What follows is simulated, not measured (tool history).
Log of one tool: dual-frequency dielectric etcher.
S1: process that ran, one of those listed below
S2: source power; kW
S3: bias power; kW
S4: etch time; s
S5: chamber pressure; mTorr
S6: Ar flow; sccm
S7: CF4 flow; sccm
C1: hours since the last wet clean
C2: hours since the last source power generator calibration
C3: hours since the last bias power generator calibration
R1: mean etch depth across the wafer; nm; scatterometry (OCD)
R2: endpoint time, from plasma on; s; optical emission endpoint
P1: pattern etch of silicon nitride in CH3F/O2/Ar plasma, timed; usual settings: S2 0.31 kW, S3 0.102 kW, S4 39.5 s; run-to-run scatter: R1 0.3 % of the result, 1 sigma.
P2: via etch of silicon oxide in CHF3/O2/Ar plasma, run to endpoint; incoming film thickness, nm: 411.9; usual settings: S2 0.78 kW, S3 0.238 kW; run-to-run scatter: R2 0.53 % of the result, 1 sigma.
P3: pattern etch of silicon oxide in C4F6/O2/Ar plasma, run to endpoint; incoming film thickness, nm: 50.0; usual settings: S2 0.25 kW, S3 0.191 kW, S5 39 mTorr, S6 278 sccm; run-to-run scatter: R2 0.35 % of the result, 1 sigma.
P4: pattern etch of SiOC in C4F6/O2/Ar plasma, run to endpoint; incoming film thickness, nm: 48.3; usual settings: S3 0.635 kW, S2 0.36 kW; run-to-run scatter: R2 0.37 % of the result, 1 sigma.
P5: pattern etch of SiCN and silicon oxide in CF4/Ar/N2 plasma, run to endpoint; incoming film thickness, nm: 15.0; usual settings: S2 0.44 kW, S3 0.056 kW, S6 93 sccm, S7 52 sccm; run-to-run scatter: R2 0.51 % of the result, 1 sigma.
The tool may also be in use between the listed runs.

run 1 hour=13.6 | S1=P1 S2=0.31 S3=0.102 S4=39.5 | C1=280.2 C2=518.1 C3=1827.6 | R1=28.559
run 2 hour=28.7 | S1=P1 S2=0.31 S3=0.102 S4=49.5 | C1=295.3 C2=533.2 C3=1842.7 | R1=35.752
run 3 hour=45.1 | S1=P1 S2=0.31 S3=0.123 S4=39.5 | C1=311.7 C2=549.6 C3=1859.1 | R1=30.669
run 4 hour=59.6 | S1=P2 S2=0.78 S3=0.238 | C1=326.2 C2=564.1 C3=1873.6 | R2=173.36
run 5 hour=69.6 | S1=P1 S2=0.31 S3=0.102 S4=39.5 | C1=336.2 C2=574.1 C3=1883.6 | R1=28.521
run 6 hour=77.5 | S1=P4 S2=0.47 S3=0.635 | C1=344.1 C2=582 C3=1891.5 | R2=13.465
run 7 hour=88.4 | S1=P3 S2=0.25 S3=0.191 S5=39 S6=278 | C1=355 C2=592.9 C3=1902.4 | R2=19.37
run 8 hour=97.1 | S1=P1 S2=0.31 S3=0.065 S4=39.5 | C1=363.7 C2=601.6 C3=1911.1 | R1=24.311
run 9 hour=108 | S1=P1 S2=0.31 S3=0.102 S4=39.5 | C1=374.6 C2=612.5 C3=1922 | R1=28.626
run 10 hour=119.6 | S1=P5 S2=0.6 S3=0.056 S6=93 S7=52 | C1=386.2 C2=624.1 C3=1933.6 | R2=14.809
run 11 hour=130.8 | S1=P1 S2=0.31 S3=0.102 S4=39.5 | C1=397.4 C2=635.3 C3=1944.8 | R1=28.564
run 12 hour=148.5 | S1=P4 S2=0.36 S3=0.635 | C1=415.1 C2=653 C3=1962.5 | R2=14.914
run 13 hour=161.1 | S1=P1 S2=0.31 S3=0.102 S4=21.5 | C1=427.7 C2=665.6 C3=1975.1 | R1=15.5
run 14 hour=176.3 | S1=P3 S2=0.25 S3=0.191 S5=47 S6=278 | C1=442.9 C2=680.8 C3=1990.3 | R2=19.764
run 15 hour=193.2 | S1=P1 S2=0.31 S3=0.137 S4=57 | C1=459.8 C2=697.7 C3=2007.2 | R1=46.153
run 16 hour=208.7 | S1=P3 S2=0.25 S3=0.14 S5=39 S6=278 | C1=475.3 C2=713.2 C3=2022.7 | R2=21.554
run 17 hour=218.1 | S1=P3 S2=0.19 S3=0.191 S5=39 S6=278 | C1=484.7 C2=722.6 C3=2032.1 | R2=21.691
run 18 hour=232.1 | S1=P5 S2=0.44 S3=0.041 S6=93 S7=52 | C1=498.7 C2=736.6 C3=2046.1 | R2=21.434
run 19 hour=248.9 | S1=P1 S2=0.41 S3=0.102 S4=39.5 | C1=515.5 C2=753.4 C3=2062.9 | R1=31.797
run 20 hour=259.8 | S1=P3 S2=0.25 S3=0.191 S5=39 S6=342 | C1=526.4 C2=764.3 C3=2073.8 | R2=19.829
run 21 hour=268.3 | S1=P2 S2=0.55 S3=0.238 | C1=534.9 C2=772.8 C3=2082.3 | R2=199.22
run 22 hour=276.3 | S1=P1 S2=0.25 S3=0.102 S4=53.5 | C1=542.9 C2=780.8 C3=2090.3 | R1=35.588
run 23 hour=286.3 | S1=P1 S2=0.31 S3=0.102 S4=39.5 | C1=552.9 C2=790.8 C3=2100.3 | R1=28.483
run 24 hour=302.7 | S1=P5 S2=0.44 S3=0.056 S6=93 S7=70 | C1=569.3 C2=807.2 C3=2116.7 | R2=18.573
run 25 hour=315.4 | S1=P5 S2=0.44 S3=0.056 S6=93 S7=52 | C1=582 C2=819.9 C3=2129.4 | R2=19.352
run 26 hour=325.8 | S1=P4 S2=0.36 S3=0.503 | C1=592.4 C2=830.3 C3=2139.8 | R2=16.402
run 27 hour=337 | S1=P1 S2=0.21 S3=0.102 S4=39.5 | C1=603.6 C2=841.5 C3=2151 | R1=24.641
run 28 hour=346.3 | S1=P5 S2=0.44 S3=0.056 S6=61 S7=52 | C1=612.9 C2=850.8 C3=2160.3 | R2=18.047
run 29 hour=360.2 | S1=P2 S2=0.78 S3=0.238 | C1=626.8 C2=864.7 C3=2174.2 | R2=174.04
run 30 hour=368.9 | S1=P2 S2=0.78 S3=0.162 | C1=635.5 C2=873.4 C3=2182.9 | R2=197.95
run 31 hour=381.8 | S1=P1 S2=0.31 S3=0.102 S4=39.5 | C1=648.4 C2=886.3 C3=2195.8 | R1=28.452
run 32 hour=397.8 | S1=P1 S2=0.31 S3=0.102 S4=39.5 | C1=664.4 C2=902.3 C3=2211.8 | R1=28.69
run 33 hour=409 | S1=P1 S2=0.31 S3=0.102 S4=39.5 | C1=675.6 C2=913.5 C3=2223 | R1=28.891
-- hour=413 wet clean of the chamber
run 34 hour=423.5 | S1=P1 S2=0.31 S3=0.102 S4=39.5 | C1=10.6 C2=928 C3=2237.5 | R1=28.827
run 35 hour=432.5 | S1=P1 S2=0.31 S3=0.102 S4=39.5 | C1=19.6 C2=937 C3=2246.5 | R1=29.078
run 36 hour=444.4 | S1=P1 S2=0.31 S3=0.102 S4=39.5 | C1=31.5 C2=948.9 C3=2258.4 | R1=28.936
run 37 hour=458.5 | S1=P1 S2=0.31 S3=0.102 S4=39.5 | C1=45.6 C2=963 C3=2272.5 | R1=29.104

What P1 gives has crept away from where it was. These 2 causes fit the log equally well, each at the size given:
A: source power that arrives over what is set, % = 4.08
B: bias power that arrives over what is set, % = 4.02
The creep began at about hour 381.8.
Why every other cause is out:
chamber walls in a state that raises the etch rate, %: serviced at hour 413, which brought nothing back

4 check runs are offered, each on 3 wafers whose results are averaged, their results left as question marks. Which one tells the causes apart?
run check 1 hour=472.6 | S1=P2 S2=0.78 S3=0.238 | R2=?
run check 2 hour=472.6 | S1=P3 S2=0.25 S3=0.191 S5=39 S6=278 | R2=?
run check 3 hour=472.6 | S1=P4 S2=0.36 S3=0.635 | R2=?
run check 4 hour=472.6 | S1=P5 S2=0.44 S3=0.056 S6=93 S7=52 | R2=?

What each check would give under each cause:
check=check_1 result=R2 if_A=172.17 if_B=172.41
check=check_2 result=R2 if_A=19.141 if_B=19.185
check=check_3 result=R2 if_A=14.723 if_B=14.713
check=check_4 result=R2 if_A=18.781 if_B=19.204
How far apart the two closest causes lie, in the result that separates them most: check 1 0.14 %; check 2 0.23 %; check 3 0.07 %; check 4 2.23 %
Check 4 tells the causes apart: in the others they would give nearly the same result.

Then check 4 was run and gave: R2 18.857 s. Which cause is it?

It is A: source power that arrives over what is set, %.
